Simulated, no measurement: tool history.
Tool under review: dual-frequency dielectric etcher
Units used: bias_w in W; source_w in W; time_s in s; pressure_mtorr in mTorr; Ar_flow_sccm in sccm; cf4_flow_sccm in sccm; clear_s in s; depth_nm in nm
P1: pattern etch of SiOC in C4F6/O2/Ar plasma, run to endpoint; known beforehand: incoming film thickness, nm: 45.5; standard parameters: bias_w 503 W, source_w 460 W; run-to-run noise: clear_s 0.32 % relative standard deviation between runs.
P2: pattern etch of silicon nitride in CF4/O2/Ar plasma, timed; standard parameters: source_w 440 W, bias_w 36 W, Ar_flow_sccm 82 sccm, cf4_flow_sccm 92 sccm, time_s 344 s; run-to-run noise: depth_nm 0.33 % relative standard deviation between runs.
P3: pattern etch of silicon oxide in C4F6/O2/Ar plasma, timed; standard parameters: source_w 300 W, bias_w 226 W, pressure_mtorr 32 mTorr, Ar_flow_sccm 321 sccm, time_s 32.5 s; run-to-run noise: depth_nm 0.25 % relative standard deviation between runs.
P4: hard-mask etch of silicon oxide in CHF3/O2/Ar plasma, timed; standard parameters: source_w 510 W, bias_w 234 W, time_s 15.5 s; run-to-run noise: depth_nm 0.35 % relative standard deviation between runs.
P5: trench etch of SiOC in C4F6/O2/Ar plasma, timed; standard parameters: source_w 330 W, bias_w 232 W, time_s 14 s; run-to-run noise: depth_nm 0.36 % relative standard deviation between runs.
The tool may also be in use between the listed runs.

run,hour,process,bias_w,source_w,time_s,pressure_mtorr,Ar_flow_sccm,cf4_flow_sccm,clear_s,depth_nm
1,3.8,P1,503,460,,,,,14.477,
2,9.3,P5,166,330,14,,,,,26.409
3,16.2,P1,503,460,,,,,14.546,
4,21.6,P1,622,460,,,,,13.401,
5,26.1,P3,226,410,32.5,32,321,,,113.8
6,33.1,P2,36,440,344,,82,92,,531.32
7,39.2,P3,226,300,32.5,32,242,,,104.13
8,45.5,P3,226,300,48.5,32,321,,,150.5
9,51.7,P2,36,440,344,,82,74,,511.02
10,55.9,P3,226,300,32.5,32,321,,,101.02
11,62.1,P1,503,460,,,,,14.502,
# hour 63.4: wet clean of the chamber
12,69.2,P5,232,330,14,,,,,29.549
13,76.8,P1,401,560,,,,,14.609,
14,84,P1,394,460,,,,,15.874,
15,91.8,P5,232,230,14,,,,,25.7
16,95.3,P5,232,330,14,,,,,29.627
17,100.7,P5,232,330,8.5,,,,,18.005
18,106.9,P2,36,440,344,,97,92,,515.88
19,113.2,P1,503,340,,,,,16.338,
20,117.2,P4,183,510,15.5,,,,,28.227
21,123,P1,503,620,,,,,12.935,
22,129.4,P4,234,360,15.5,,,,,26.923
23,133.2,P1,503,460,,,,,14.563,
24,139.3,P4,234,510,20,,,,,39.45
25,145.2,P3,138,300,32.5,32,321,,,85.911
26,150.7,P3,226,300,32.5,45,321,,,96.941
27,155.4,P2,36,520,344,,82,92,,615.34
28,161.1,P2,47,440,344,,82,92,,578.7
29,168.1,P4,234,510,15.5,,,,,30.62
30,174.7,P3,226,300,32.5,32,321,,,100.64
31,180.7,P2,36,440,435.5,,82,92,,668.2
32,186,P1,503,460,,,,,14.467,
33,189.6,P1,503,460,,,,,14.587,
34,193.4,P1,503,460,,,,,14.537,
35,197.7,P1,503,460,,,,,14.657,
36,204.7,P1,503,460,,,,,14.666,
37,208.4,P1,503,460,,,,,14.669,
# hour 212.4: wet clean of the chamber
38,214.1,P1,503,460,,,,,14.723,
39,218.3,P1,503,460,,,,,14.74,
40,223.5,P1,503,460,,,,,14.72,
41,230.5,P1,503,460,,,,,14.802,
42,237.1,P1,503,460,,,,,14.722,
43,243.1,P1,503,460,,,,,14.651,

The output of P1 has drifted from where it used to be. Each of the 2 causes below, taken at the size shown beside it, accounts for the log equally well:
A: source power that arrives under what is set, % = 4.19
B: bias power that arrives under what is set, % = 4.19
The gradual shift began around hour 186.
Ruled out, with reasons:
chamber walls in a state that lowers the etch rate, %: serviced at hour 212.4, after the drift had started, without restoring the earlier output

Which of the 4 check runs listed below, each an average over 2 wafers with its results shown as question marks, gives clearly different results under the different listed causes?
check 1,249.1,P2,36,440,344,,82,92,,?
check 2,249.1,P3,226,300,32.5,32,321,,,?
check 3,249.1,P4,234,510,15.5,,,,,?
check 4,249.1,P5,232,330,14,,,,,?

Expected result of each check under each candidate cause:
check,result,if A,if B
check 1,depth_nm,509.35,521.19
check 2,depth_nm,99.125,99.319
check 3,depth_nm,30.186,30.212
check 4,depth_nm,29.059,29.116
Per check, the gap between the least separated pair of causes, taken in the result that splits them most: check 1 2.3 %; check 2 0.2 %; check 3 0.09 %; check 4 0.19 %
Only in check 1 would the causes give clearly different results; in the remaining checks their results would be nearly the same.

Check 1 was carried out, with these results: depth_nm 520.72 nm. Which of the listed causes is responsible?

It is B: bias power that arrives under what is set, %.

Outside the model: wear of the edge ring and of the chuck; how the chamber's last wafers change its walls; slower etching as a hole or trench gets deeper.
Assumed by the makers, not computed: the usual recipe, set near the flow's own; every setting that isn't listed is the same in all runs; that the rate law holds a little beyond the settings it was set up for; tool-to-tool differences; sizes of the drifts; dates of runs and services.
